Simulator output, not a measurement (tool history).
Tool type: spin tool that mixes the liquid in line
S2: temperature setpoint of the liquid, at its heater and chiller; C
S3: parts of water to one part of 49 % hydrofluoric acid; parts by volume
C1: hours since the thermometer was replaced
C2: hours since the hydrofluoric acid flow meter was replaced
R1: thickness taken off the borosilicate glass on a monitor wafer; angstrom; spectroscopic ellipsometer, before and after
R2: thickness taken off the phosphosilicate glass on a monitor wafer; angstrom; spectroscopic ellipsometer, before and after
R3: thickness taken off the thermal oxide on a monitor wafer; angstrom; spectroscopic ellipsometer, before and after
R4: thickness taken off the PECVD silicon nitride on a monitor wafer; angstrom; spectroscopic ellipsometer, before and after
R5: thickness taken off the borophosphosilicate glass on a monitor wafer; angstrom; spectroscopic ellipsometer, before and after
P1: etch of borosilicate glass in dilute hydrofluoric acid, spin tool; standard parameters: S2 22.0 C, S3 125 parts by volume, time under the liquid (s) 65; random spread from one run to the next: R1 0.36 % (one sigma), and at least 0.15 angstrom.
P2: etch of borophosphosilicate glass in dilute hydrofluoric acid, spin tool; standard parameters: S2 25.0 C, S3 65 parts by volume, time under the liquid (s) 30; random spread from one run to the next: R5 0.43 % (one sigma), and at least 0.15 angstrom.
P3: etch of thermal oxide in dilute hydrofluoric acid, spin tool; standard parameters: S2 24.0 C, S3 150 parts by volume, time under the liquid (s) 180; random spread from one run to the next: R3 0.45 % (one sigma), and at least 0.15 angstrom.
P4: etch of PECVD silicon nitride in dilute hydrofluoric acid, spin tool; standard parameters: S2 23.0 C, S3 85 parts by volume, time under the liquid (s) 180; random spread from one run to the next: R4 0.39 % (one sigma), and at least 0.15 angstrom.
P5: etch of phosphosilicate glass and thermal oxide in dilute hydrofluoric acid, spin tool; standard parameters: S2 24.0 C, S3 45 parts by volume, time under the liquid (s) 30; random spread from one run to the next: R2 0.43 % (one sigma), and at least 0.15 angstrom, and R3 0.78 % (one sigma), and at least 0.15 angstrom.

Run 1, hour 3.0: process that ran P1, S2 22.0 C, S3 125 parts by volume, time under the liquid (s) 65; C1 681.1; C2 253.2. Result: R1 146.80 angstrom.
Run 2, hour 7.4: process that ran P5, S2 17.0 C, S3 45 parts by volume, time under the liquid (s) 30; C1 685.5; C2 257.6. Result: R2 322.79 angstrom, R3 25.754 angstrom.
Run 3, hour 11.8: process that ran P5, S2 24.0 C, S3 45 parts by volume, time under the liquid (s) 60; C1 689.9; C2 262.0. Result: R2 855.22 angstrom, R3 69.660 angstrom.
Run 4, hour 16.4: process that ran P1, S2 22.0 C, S3 40 parts by volume, time under the liquid (s) 65; C1 694.5; C2 266.6. Result: R1 507.63 angstrom.
Run 5, hour 19.6: process that ran P4, S2 23.0 C, S3 85 parts by volume, time under the liquid (s) 180; C1 697.7; C2 269.8. Result: R4 72.438 angstrom.
Run 6, hour 23.4: process that ran P5, S2 24.0 C, S3 25 parts by volume, time under the liquid (s) 30; C1 701.5; C2 273.6. Result: R2 798.10 angstrom, R3 64.342 angstrom.
Run 7, hour 28.3: process that ran P1, S2 22.0 C, S3 125 parts by volume, time under the liquid (s) 65; C1 706.4; C2 278.5. Result: R1 145.62 angstrom.
Run 8, hour 33.3: process that ran P1, S2 22.0 C, S3 170 parts by volume, time under the liquid (s) 65; C1 711.4; C2 283.5. Result: R1 102.99 angstrom.
Run 9, hour 38.5: process that ran P3, S2 24.0 C, S3 150 parts by volume, time under the liquid (s) 180; C1 716.6; C2 288.7. Result: R3 51.200 angstrom.
Run 10, hour 43.4: process that ran P1, S2 17.5 C, S3 125 parts by volume, time under the liquid (s) 65; C1 721.5; C2 293.6. Result: R1 122.43 angstrom.
Run 11, hour 48.1: process that ran P1, S2 22.0 C, S3 125 parts by volume, time under the liquid (s) 115; C1 726.2; C2 298.3. Result: R1 260.29 angstrom.
Run 12, hour 53.8: process that ran P1, S2 22.0 C, S3 125 parts by volume, time under the liquid (s) 65; C1 731.9; C2 304.0. Result: R1 146.37 angstrom.
Run 13, hour 57.6: process that ran P4, S2 30.5 C, S3 85 parts by volume, time under the liquid (s) 180; C1 735.7; C2 307.8. Result: R4 116.980 angstrom.
Run 14, hour 61.5: process that ran P3, S2 24.0 C, S3 150 parts by volume, time under the liquid (s) 285; C1 739.6; C2 311.7. Result: R3 80.940 angstrom.
Run 15, hour 66.2: process that ran P1, S2 22.0 C, S3 125 parts by volume, time under the liquid (s) 65; C1 744.3; C2 316.4. Result: R1 146.40 angstrom.
Run 16, hour 71.6: process that ran P1, S2 27.5 C, S3 185 parts by volume, time under the liquid (s) 65; C1 749.7; C2 321.8. Result: R1 113.90 angstrom.
At hour 73.3: thermometer replaced.
Run 17, hour 75.3: process that ran P3, S2 17.0 C, S3 150 parts by volume, time under the liquid (s) 180; C1 2.0; C2 325.5. Result: R3 38.598 angstrom.
Run 18, hour 80.1: process that ran P1, S2 17.0 C, S3 125 parts by volume, time under the liquid (s) 35; C1 6.8; C2 330.3. Result: R1 64.77 angstrom.
Run 19, hour 86.1: process that ran P4, S2 23.0 C, S3 85 parts by volume, time under the liquid (s) 295; C1 12.8; C2 336.3. Result: R4 118.970 angstrom.
Run 20, hour 91.1: process that ran P5, S2 24.0 C, S3 45 parts by volume, time under the liquid (s) 30; C1 17.8; C2 341.3. Result: R2 432.45 angstrom, R3 34.947 angstrom.
Run 21, hour 94.2: process that ran P2, S2 25.0 C, S3 65 parts by volume, time under the liquid (s) 30; C1 20.9; C2 344.4. Result: R5 171.52 angstrom.
Run 22, hour 99.3: process that ran P2, S2 25.0 C, S3 95 parts by volume, time under the liquid (s) 30; C1 26.0; C2 349.5. Result: R5 114.13 angstrom.
Run 23, hour 105.3: process that ran P3, S2 24.0 C, S3 150 parts by volume, time under the liquid (s) 180; C1 32.0; C2 355.5. Result: R3 51.172 angstrom.
Run 24, hour 108.5: process that ran P2, S2 17.0 C, S3 65 parts by volume, time under the liquid (s) 30; C1 35.2; C2 358.7. Result: R5 123.08 angstrom.
Run 25, hour 114.2: process that ran P2, S2 25.0 C, S3 65 parts by volume, time under the liquid (s) 60; C1 40.9; C2 364.4. Result: R5 340.48 angstrom.
Run 26, hour 117.4: process that ran P3, S2 24.0 C, S3 260 parts by volume, time under the liquid (s) 180; C1 44.1; C2 367.6. Result: R3 25.983 angstrom.
Run 27, hour 122.8: process that ran P2, S2 25.0 C, S3 65 parts by volume, time under the liquid (s) 30; C1 49.5; C2 373.0. Result: R5 172.39 angstrom.
Run 28, hour 128.3: process that ran P1, S2 30.0 C, S3 125 parts by volume, time under the liquid (s) 65; C1 55.0; C2 378.5. Result: R1 199.23 angstrom.
Run 29, hour 133.6: process that ran P1, S2 22.0 C, S3 40 parts by volume, time under the liquid (s) 20; C1 60.3; C2 383.8. Result: R1 157.04 angstrom.
Run 30, hour 139.7: process that ran P1, S2 22.0 C, S3 125 parts by volume, time under the liquid (s) 25; C1 66.4; C2 389.9. Result: R1 56.64 angstrom.
Run 31, hour 143.5: process that ran P4, S2 23.0 C, S3 35 parts by volume, time under the liquid (s) 180; C1 70.2; C2 393.7. Result: R4 173.090 angstrom.
Run 32, hour 149.4: process that ran P1, S2 22.0 C, S3 125 parts by volume, time under the liquid (s) 65; C1 76.1; C2 399.6. Result: R1 146.16 angstrom.
Run 33, hour 154.4: process that ran P1, S2 22.0 C, S3 125 parts by volume, time under the liquid (s) 65; C1 81.1; C2 404.6. Result: R1 151.24 angstrom.
Run 34, hour 158.6: process that ran P1, S2 22.0 C, S3 125 parts by volume, time under the liquid (s) 65; C1 85.3; C2 408.8. Result: R1 152.98 angstrom.
Run 35, hour 163.7: process that ran P1, S2 22.0 C, S3 125 parts by volume, time under the liquid (s) 65; C1 90.4; C2 413.9. Result: R1 153.37 angstrom.
Run 36, hour 169.5: process that ran P1, S2 22.0 C, S3 125 parts by volume, time under the liquid (s) 65; C1 96.2; C2 419.7. Result: R1 154.61 angstrom.
Run 37, hour 173.1: process that ran P1, S2 22.0 C, S3 125 parts by volume, time under the liquid (s) 65; C1 99.8; C2 423.3. Result: R1 154.49 angstrom.
Run 38, hour 178.6: process that ran P1, S2 22.0 C, S3 125 parts by volume, time under the liquid (s) 65; C1 105.3; C2 428.8. Result: R1 154.99 angstrom.
Run 39, hour 183.2: process that ran P1, S2 22.0 C, S3 125 parts by volume, time under the liquid (s) 65; C1 109.9; C2 433.4. Result: R1 153.92 angstrom.

The log shows P1 creeping away from where it was. Any of the 2 causes listed here, at the size stated for it, fits the log just as well as the others:
A: liquid hotter than its thermometer reads (K) = 1.44
B: hydrofluoric acid flow above the setpoint (%) = 5.09
The process output started creeping at around hour 149.4.

Below are 4 check runs, each on a single wafer, with their results shown as question marks. Which of them would tell the listed causes apart, meaning the causes would give clearly different results under it?
Run check 1, hour 187.8: process that ran P3, S2 24.0 C, S3 150 parts by volume, time under the liquid (s) 180. Result: R3 ?.
Run check 2, hour 187.8: process that ran P2, S2 25.0 C, S3 65 parts by volume, time under the liquid (s) 30. Result: R5 ?.
Run check 3, hour 187.8: process that ran P4, S2 23.0 C, S3 85 parts by volume, time under the liquid (s) 180. Result: R4 ?.
Run check 4, hour 187.8: process that ran P5, S2 24.0 C, S3 45 parts by volume, time under the liquid (s) 30. Result: R2 ?, R3 ?.

Expected result of each check under each candidate cause:
  check  result    if A    if B
check 1      R3  53.864  54.047
check 2      R5  181.61  180.91
check 3      R4  80.064  76.395
check 4      R2  457.82  454.80
check 4      R3  36.516  36.276
How far apart the two closest causes lie, in the result that separates them most: check 1 0.34 %; check 2 0.39 %; check 3 4.69 %; check 4 0.66 %
Only in check 3 would the causes give clearly different results; in the remaining checks their results would be nearly the same.

With check 3 done, the readings were: R4 76.096 angstrom. Identify which of the listed causes applies.

It was cause B: hydrofluoric acid flow above the setpoint (%).
